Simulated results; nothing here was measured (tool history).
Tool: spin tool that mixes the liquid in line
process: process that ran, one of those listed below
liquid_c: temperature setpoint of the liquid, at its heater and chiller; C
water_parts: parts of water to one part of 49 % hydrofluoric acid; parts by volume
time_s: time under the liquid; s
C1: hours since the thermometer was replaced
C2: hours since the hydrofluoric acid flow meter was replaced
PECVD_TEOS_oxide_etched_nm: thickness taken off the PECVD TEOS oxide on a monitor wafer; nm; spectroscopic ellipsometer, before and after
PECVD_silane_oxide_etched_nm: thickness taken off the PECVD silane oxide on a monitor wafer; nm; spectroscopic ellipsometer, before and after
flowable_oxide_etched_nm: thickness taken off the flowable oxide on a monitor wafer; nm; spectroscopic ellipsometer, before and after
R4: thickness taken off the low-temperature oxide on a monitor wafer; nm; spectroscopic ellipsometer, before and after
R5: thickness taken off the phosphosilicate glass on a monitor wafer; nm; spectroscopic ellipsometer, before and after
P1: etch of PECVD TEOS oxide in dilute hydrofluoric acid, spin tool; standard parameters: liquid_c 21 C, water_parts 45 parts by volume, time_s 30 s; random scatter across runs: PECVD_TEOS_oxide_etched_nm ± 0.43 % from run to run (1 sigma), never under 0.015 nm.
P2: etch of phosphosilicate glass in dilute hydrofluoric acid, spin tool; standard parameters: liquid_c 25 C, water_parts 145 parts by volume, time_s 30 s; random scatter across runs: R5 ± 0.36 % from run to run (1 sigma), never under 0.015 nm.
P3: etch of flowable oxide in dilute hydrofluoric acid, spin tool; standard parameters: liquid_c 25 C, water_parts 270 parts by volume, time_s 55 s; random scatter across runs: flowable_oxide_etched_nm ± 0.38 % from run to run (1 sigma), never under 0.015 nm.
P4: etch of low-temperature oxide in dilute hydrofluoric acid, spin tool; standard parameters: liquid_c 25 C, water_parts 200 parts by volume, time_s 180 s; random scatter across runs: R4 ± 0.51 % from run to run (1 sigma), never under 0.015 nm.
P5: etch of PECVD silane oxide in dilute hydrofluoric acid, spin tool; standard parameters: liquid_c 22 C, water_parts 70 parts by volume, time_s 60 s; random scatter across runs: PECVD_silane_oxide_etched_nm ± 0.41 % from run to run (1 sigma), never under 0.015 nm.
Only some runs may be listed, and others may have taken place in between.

{"run": 1, "day": 0.654, "process": "P1", "liquid_c": 21, "water_parts": 45, "time_s": 30, "C1": 360.4, "C2": 1310.7, "PECVD_TEOS_oxide_etched_nm": 14.76}
{"run": 2, "day": 1.142, "process": "P1", "liquid_c": 25, "water_parts": 45, "time_s": 30, "C1": 372.1, "C2": 1322.4, "PECVD_TEOS_oxide_etched_nm": 17.379}
{"run": 3, "day": 1.558, "process": "P5", "liquid_c": 22, "water_parts": 95, "time_s": 60, "C1": 382.1, "C2": 1332.4, "PECVD_silane_oxide_etched_nm": 15.25}
{"run": 4, "day": 2.15, "process": "P1", "liquid_c": 21, "water_parts": 45, "time_s": 50, "C1": 396.3, "C2": 1346.6, "PECVD_TEOS_oxide_etched_nm": 24.556}
{"run": 5, "day": 2.525, "process": "P3", "liquid_c": 25, "water_parts": 485, "time_s": 55, "C1": 405.3, "C2": 1355.6, "flowable_oxide_etched_nm": 4.1749}
{"run": 6, "day": 3.204, "process": "P1", "liquid_c": 17, "water_parts": 45, "time_s": 30, "C1": 421.6, "C2": 1371.9, "PECVD_TEOS_oxide_etched_nm": 12.471}
{"run": 7, "day": 3.725, "process": "P3", "liquid_c": 32.5, "water_parts": 270, "time_s": 55, "C1": 434.1, "C2": 1384.4, "flowable_oxide_etched_nm": 11.878}
{"run": 8, "day": 4.308, "process": "P4", "liquid_c": 31.5, "water_parts": 200, "time_s": 180, "C1": 448.1, "C2": 1398.4, "R4": 23.505}
{"run": 9, "day": 4.721, "process": "P4", "liquid_c": 25, "water_parts": 200, "time_s": 285, "C1": 458, "C2": 1408.3, "R4": 29.491}
{"run": 10, "day": 5.375, "process": "P1", "liquid_c": 21, "water_parts": 45, "time_s": 30, "C1": 473.7, "C2": 1424, "PECVD_TEOS_oxide_etched_nm": 14.768}
{"run": 11, "day": 5.958, "process": "P1", "liquid_c": 26, "water_parts": 25, "time_s": 30, "C1": 487.7, "C2": 1438, "PECVD_TEOS_oxide_etched_nm": 33.474}
{"run": 12, "day": 6.279, "process": "P1", "liquid_c": 21, "water_parts": 45, "time_s": 30, "C1": 495.4, "C2": 1445.7, "PECVD_TEOS_oxide_etched_nm": 14.597}
{"run": 13, "day": 6.883, "process": "P3", "liquid_c": 25, "water_parts": 270, "time_s": 55, "C1": 509.9, "C2": 1460.2, "flowable_oxide_etched_nm": 9.1921}
{"run": 14, "day": 7.367, "process": "P3", "liquid_c": 25, "water_parts": 270, "time_s": 100, "C1": 521.5, "C2": 1471.8, "flowable_oxide_etched_nm": 16.839}
{"run": 15, "day": 7.788, "process": "P5", "liquid_c": 22, "water_parts": 70, "time_s": 60, "C1": 531.6, "C2": 1481.9, "PECVD_silane_oxide_etched_nm": 21.485}
{"run": 16, "day": 8.408, "process": "P1", "liquid_c": 21, "water_parts": 20, "time_s": 30, "C1": 546.5, "C2": 1496.8, "PECVD_TEOS_oxide_etched_nm": 34.063}
{"run": 17, "day": 8.988, "process": "P4", "liquid_c": 25, "water_parts": 200, "time_s": 180, "C1": 560.4, "C2": 1510.7, "R4": 18.741}
{"run": 18, "day": 9.425, "process": "P1", "liquid_c": 17.5, "water_parts": 45, "time_s": 15, "C1": 570.9, "C2": 1521.2, "PECVD_TEOS_oxide_etched_nm": 6.3237}
{"run": 19, "day": 9.867, "process": "P5", "liquid_c": 22, "water_parts": 70, "time_s": 15, "C1": 581.5, "C2": 1531.8, "PECVD_silane_oxide_etched_nm": 5.3497}
{"run": 20, "day": 10.542, "process": "P2", "liquid_c": 25, "water_parts": 145, "time_s": 60, "C1": 597.7, "C2": 1548, "R5": 73.126}
{"run": 21, "day": 11.042, "process": "P4", "liquid_c": 25, "water_parts": 200, "time_s": 180, "C1": 609.7, "C2": 1560, "R4": 18.414}
{"run": 22, "day": 11.683, "process": "P1", "liquid_c": 21, "water_parts": 45, "time_s": 15, "C1": 625.1, "C2": 1575.4, "PECVD_TEOS_oxide_etched_nm": 7.352}
{"run": 23, "day": 12.271, "process": "P5", "liquid_c": 17.5, "water_parts": 70, "time_s": 60, "C1": 639.2, "C2": 1589.5, "PECVD_silane_oxide_etched_nm": 17.746}
{"run": 24, "day": 12.971, "process": "P2", "liquid_c": 25, "water_parts": 145, "time_s": 30, "C1": 656, "C2": 1606.3, "R5": 36.36}
{"run": 25, "day": 13.329, "process": "P5", "liquid_c": 22, "water_parts": 70, "time_s": 60, "C1": 664.6, "C2": 1614.9, "PECVD_silane_oxide_etched_nm": 21.29}
{"day": 13.354, "done": "thermometer replaced"}
{"run": 26, "day": 13.692, "process": "P1", "liquid_c": 17, "water_parts": 25, "time_s": 30, "C1": 8.1, "C2": 1623.6, "PECVD_TEOS_oxide_etched_nm": 23.058}
{"run": 27, "day": 14.067, "process": "P2", "liquid_c": 25, "water_parts": 235, "time_s": 30, "C1": 17.1, "C2": 1632.6, "R5": 20.323}
{"run": 28, "day": 14.554, "process": "P1", "liquid_c": 21, "water_parts": 45, "time_s": 30, "C1": 28.8, "C2": 1644.3, "PECVD_TEOS_oxide_etched_nm": 14.729}
{"run": 29, "day": 15.008, "process": "P4", "liquid_c": 25, "water_parts": 65, "time_s": 180, "C1": 39.7, "C2": 1655.2, "R4": 67.567}
{"run": 30, "day": 15.562, "process": "P3", "liquid_c": 25, "water_parts": 270, "time_s": 55, "C1": 53, "C2": 1668.5, "flowable_oxide_etched_nm": 9.2577}
{"run": 31, "day": 15.904, "process": "P2", "liquid_c": 17, "water_parts": 145, "time_s": 30, "C1": 61.2, "C2": 1676.7, "R5": 26.729}
{"run": 32, "day": 16.383, "process": "P1", "liquid_c": 21, "water_parts": 60, "time_s": 30, "C1": 72.7, "C2": 1688.2, "PECVD_TEOS_oxide_etched_nm": 10.842}
{"run": 33, "day": 17.046, "process": "P1", "liquid_c": 21, "water_parts": 45, "time_s": 30, "C1": 88.6, "C2": 1704.1, "PECVD_TEOS_oxide_etched_nm": 14.789}
{"run": 34, "day": 17.5, "process": "P1", "liquid_c": 21, "water_parts": 45, "time_s": 30, "C1": 99.5, "C2": 1715, "PECVD_TEOS_oxide_etched_nm": 14.889}
{"run": 35, "day": 18.162, "process": "P1", "liquid_c": 21, "water_parts": 45, "time_s": 30, "C1": 115.4, "C2": 1730.9, "PECVD_TEOS_oxide_etched_nm": 15.367}
{"run": 36, "day": 18.812, "process": "P1", "liquid_c": 21, "water_parts": 45, "time_s": 30, "C1": 131, "C2": 1746.5, "PECVD_TEOS_oxide_etched_nm": 15.476}
{"run": 37, "day": 19.192, "process": "P1", "liquid_c": 21, "water_parts": 45, "time_s": 30, "C1": 140.1, "C2": 1755.6, "PECVD_TEOS_oxide_etched_nm": 15.498}
{"run": 38, "day": 19.775, "process": "P1", "liquid_c": 21, "water_parts": 45, "time_s": 30, "C1": 154.1, "C2": 1769.6, "PECVD_TEOS_oxide_etched_nm": 15.499}
{"run": 39, "day": 20.121, "process": "P1", "liquid_c": 21, "water_parts": 45, "time_s": 30, "C1": 162.4, "C2": 1777.9, "PECVD_TEOS_oxide_etched_nm": 15.579}
{"run": 40, "day": 20.804, "process": "P1", "liquid_c": 21, "water_parts": 45, "time_s": 30, "C1": 178.8, "C2": 1794.3, "PECVD_TEOS_oxide_etched_nm": 15.652}
{"run": 41, "day": 21.496, "process": "P1", "liquid_c": 21, "water_parts": 45, "time_s": 30, "C1": 195.4, "C2": 1810.9, "PECVD_TEOS_oxide_etched_nm": 15.601}
{"run": 42, "day": 22.171, "process": "P1", "liquid_c": 21, "water_parts": 45, "time_s": 30, "C1": 211.6, "C2": 1827.1, "PECVD_TEOS_oxide_etched_nm": 15.709}

What P1 gives has crept away from where it was. These 2 causes fit the log equally well, each at the size given:
A: liquid hotter than its thermometer reads (K) = 1.41
B: hydrofluoric acid flow above the setpoint (%) = 5.77
The creep began at about day 17.046.

Consider the 4 check runs below, whose results appear as question marks and each of which averages 2 wafers. Which one distinguishes the causes, in that each cause would give it a clearly different result?
{"run": "check 1", "day": 22.846, "process": "P2", "liquid_c": 17, "water_parts": 145, "time_s": 45, "R5": "?"}
{"run": "check 2", "day": 22.846, "process": "P3", "liquid_c": 25, "water_parts": 455, "time_s": 55, "flowable_oxide_etched_nm": "?"}
{"run": "check 3", "day": 22.846, "process": "P5", "liquid_c": 18, "water_parts": 70, "time_s": 15, "PECVD_silane_oxide_etched_nm": "?"}
{"run": "check 4", "day": 22.846, "process": "P4", "liquid_c": 25, "water_parts": 70, "time_s": 180, "R4": "?"}

What every check run would give for each of its results, assuming each possible cause in turn:
check=check_1 result=R5 if_A=42.262 if_B=42.529
check=check_2 result=flowable_oxide_etched_nm if_A=4.8061 if_B=4.9726
check=check_3 result=PECVD_silane_oxide_etched_nm if_A=4.8103 if_B=4.8135
check=check_4 result=R4 if_A=65.841 if_B=66.161
Gap, in per cent, between the two causes that each check separates least, read from the result that separates them most: check 1 0.63 %; check 2 3.41 %; check 3 0.07 %; check 4 0.49 %
Of the check runs offered, only check 2 discriminates between the causes; the rest would read about the same regardless of which cause applies.

Check 2 has now been run. It gave: flowable_oxide_etched_nm 4.9514 nm. Which of the candidate causes is it?

It was cause B: hydrofluoric acid flow above the setpoint (%).

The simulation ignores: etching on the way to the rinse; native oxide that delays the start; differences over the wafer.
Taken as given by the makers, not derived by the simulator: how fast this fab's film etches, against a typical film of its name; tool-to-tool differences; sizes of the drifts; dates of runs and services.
